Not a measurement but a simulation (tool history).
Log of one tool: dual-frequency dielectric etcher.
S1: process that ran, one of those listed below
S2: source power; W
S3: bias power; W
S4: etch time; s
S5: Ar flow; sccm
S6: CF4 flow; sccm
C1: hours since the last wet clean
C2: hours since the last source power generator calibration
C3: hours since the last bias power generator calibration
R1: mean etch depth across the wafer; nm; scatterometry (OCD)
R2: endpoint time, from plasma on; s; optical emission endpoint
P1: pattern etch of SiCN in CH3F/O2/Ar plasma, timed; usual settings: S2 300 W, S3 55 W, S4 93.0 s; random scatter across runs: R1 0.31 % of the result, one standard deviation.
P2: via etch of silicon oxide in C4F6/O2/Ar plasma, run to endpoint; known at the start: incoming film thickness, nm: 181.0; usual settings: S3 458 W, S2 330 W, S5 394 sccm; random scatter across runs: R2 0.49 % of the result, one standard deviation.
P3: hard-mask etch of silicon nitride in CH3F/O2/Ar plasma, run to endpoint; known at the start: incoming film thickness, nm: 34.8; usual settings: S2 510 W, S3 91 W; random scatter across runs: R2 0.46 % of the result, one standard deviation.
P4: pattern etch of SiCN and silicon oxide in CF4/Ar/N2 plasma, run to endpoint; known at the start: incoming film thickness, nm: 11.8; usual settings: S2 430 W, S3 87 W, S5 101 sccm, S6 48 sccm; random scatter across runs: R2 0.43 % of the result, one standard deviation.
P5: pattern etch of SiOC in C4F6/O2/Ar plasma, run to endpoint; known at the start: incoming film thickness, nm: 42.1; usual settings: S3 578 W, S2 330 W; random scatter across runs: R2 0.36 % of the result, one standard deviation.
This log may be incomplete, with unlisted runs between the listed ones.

run 1 day=0.529 | S1=P1 S2=300 S3=55 S4=93.0 | C1=143.2 C2=2356.6 C3=1479.2 | R1=27.903
run 2 day=0.971 | S1=P5 S2=400 S3=578 | C1=153.8 C2=2367.2 C3=1489.8 | R2=13.891
run 3 day=1.329 | S1=P3 S2=690 S3=91 | C1=162.4 C2=2375.8 C3=1498.4 | R2=38.679
run 4 day=1.712 | S1=P2 S2=330 S3=458 S5=270 | C1=171.6 C2=2385.0 C3=1507.6 | R2=44.144
run 5 day=2.275 | S1=P4 S2=430 S3=87 S5=101 S6=57 | C1=185.1 C2=2398.5 C3=1521.1 | R2=13.111
run 6 day=2.625 | S1=P4 S2=430 S3=87 S5=101 S6=48 | C1=193.5 C2=2406.9 C3=1529.5 | R2=13.434
run 7 day=2.983 | S1=P2 S2=330 S3=313 S5=394 | C1=202.1 C2=2415.5 C3=1538.1 | R2=53.154
run 8 day=3.288 | S1=P4 S2=550 S3=87 S5=101 S6=48 | C1=209.4 C2=2422.8 C3=1545.4 | R2=10.836
run 9 day=3.646 | S1=P1 S2=300 S3=43 S4=93.0 | C1=218.0 C2=2431.4 C3=1554.0 | R1=25.736
run 10 day=3.996 | S1=P1 S2=300 S3=68 S4=93.0 | C1=226.4 C2=2439.8 C3=1562.4 | R1=30.069
run 11 day=4.467 | S1=P5 S2=330 S3=578 | C1=237.7 C2=2451.1 C3=1573.7 | R2=15.042
run 12 day=4.879 | S1=P1 S2=300 S3=55 S4=93.0 | C1=247.6 C2=2461.0 C3=1583.6 | R1=27.828
run 13 day=5.454 | S1=P3 S2=510 S3=91 | C1=261.4 C2=2474.8 C3=1597.4 | R2=43.744
run 14 day=5.712 | S1=P1 S2=300 S3=55 S4=93.0 | C1=267.6 C2=2481.0 C3=1603.6 | R1=27.737
-- day=5.975 bias power generator calibrated
run 15 day=6.208 | S1=P4 S2=430 S3=60 S5=101 S6=48 | C1=279.5 C2=2492.9 C3=5.6 | R2=15.348
run 16 day=6.721 | S1=P2 S2=330 S3=458 S5=394 | C1=291.8 C2=2505.2 C3=17.9 | R2=45.544
run 17 day=7.288 | S1=P5 S2=330 S3=381 | C1=305.4 C2=2518.8 C3=31.5 | R2=17.481
run 18 day=7.562 | S1=P1 S2=300 S3=55 S4=93.0 | C1=312.0 C2=2525.4 C3=38.1 | R1=27.869
run 19 day=7.858 | S1=P5 S2=330 S3=578 | C1=319.1 C2=2532.5 C3=45.2 | R2=14.941
run 20 day=8.108 | S1=P3 S2=510 S3=91 | C1=325.1 C2=2538.5 C3=51.2 | R2=43.748
run 21 day=8.529 | S1=P1 S2=300 S3=55 S4=128.5 | C1=335.2 C2=2548.6 C3=61.3 | R1=38.539
run 22 day=8.988 | S1=P1 S2=230 S3=55 S4=93.0 | C1=346.2 C2=2559.6 C3=72.3 | R1=25.224
run 23 day=9.379 | S1=P1 S2=300 S3=55 S4=51.0 | C1=355.6 C2=2569.0 C3=81.7 | R1=15.256
run 24 day=9.729 | S1=P2 S2=200 S3=458 S5=394 | C1=364.0 C2=2577.4 C3=90.1 | R2=54.719
run 25 day=10.071 | S1=P4 S2=430 S3=87 S5=101 S6=48 | C1=372.2 C2=2585.6 C3=98.3 | R2=13.418
run 26 day=10.383 | S1=P2 S2=330 S3=458 S5=394 | C1=379.7 C2=2593.1 C3=105.8 | R2=46.063
run 27 day=10.646 | S1=P1 S2=360 S3=69 S4=93.0 | C1=386.0 C2=2599.4 C3=112.1 | R1=32.308
run 28 day=11.179 | S1=P4 S2=430 S3=87 S5=59 S6=48 | C1=398.8 C2=2612.2 C3=124.9 | R2=12.535
run 29 day=11.600 | S1=P3 S2=510 S3=63 | C1=408.9 C2=2622.3 C3=135.0 | R2=49.719
run 30 day=11.975 | S1=P1 S2=420 S3=55 S4=93.0 | C1=417.9 C2=2631.3 C3=144.0 | R1=31.959
run 31 day=12.446 | S1=P1 S2=300 S3=55 S4=93.0 | C1=429.2 C2=2642.6 C3=155.3 | R1=27.798
run 32 day=12.792 | S1=P1 S2=300 S3=55 S4=93.0 | C1=437.5 C2=2650.9 C3=163.6 | R1=27.671
run 33 day=13.358 | S1=P1 S2=300 S3=55 S4=93.0 | C1=451.1 C2=2664.5 C3=177.2 | R1=27.603
-- day=13.483 wet clean of the chamber
run 34 day=13.621 | S1=P1 S2=300 S3=55 S4=93.0 | C1=3.3 C2=2670.8 C3=183.5 | R1=27.593
run 35 day=13.942 | S1=P1 S2=300 S3=55 S4=93.0 | C1=11.0 C2=2678.5 C3=191.2 | R1=27.491
run 36 day=14.475 | S1=P1 S2=300 S3=55 S4=93.0 | C1=23.8 C2=2691.3 C3=204.0 | R1=27.386
run 37 day=14.821 | S1=P1 S2=300 S3=55 S4=93.0 | C1=32.1 C2=2699.6 C3=212.3 | R1=27.395

P1 has crept away from where it was. The log is fitted equally well by each of these 2 causes, at the sizes shown:
A: source power that arrives under what is set, % = 4.01
B: bias power that arrives under what is set, % = 4.49
The process output started creeping at around day 12.446.
The rest of the possible causes, and what rules out each one:
chamber walls in a state that lowers the etch rate, %: work on it at day 13.483, done after the drift set in, did not restore what the process gave before

4 check runs are offered, each on 3 wafers whose results are averaged, their results left as question marks. Which one tells the causes apart?
run check 1 day=15.167 | S1=P5 S2=330 S3=467 | R2=?
run check 2 day=15.167 | S1=P4 S2=430 S3=87 S5=61 S6=48 | R2=?
run check 3 day=15.167 | S1=P2 S2=330 S3=323 S5=394 | R2=?
run check 4 day=15.167 | S1=P3 S2=510 S3=69 | R2=?

How each check would come out, cause by cause:
check=check_1 result=R2 if_A=16.472 if_B=16.505
check=check_2 result=R2 if_A=12.973 if_B=12.714
check=check_3 result=R2 if_A=52.989 if_B=53.031
check=check_4 result=R2 if_A=48.843 if_B=48.821
Distance between the nearest two causes, measured in the result of the check that separates them most: check 1 0.2 %; check 2 2.02 %; check 3 0.08 %; check 4 0.05 %
Check 2 distinguishes between the causes, while the remaining checks would return nearly the same result for all of them.

After running check 2, the following was obtained: R2 12.963 s. Which cause does this point to?

The correct cause is A, namely: source power that arrives under what is set, %.
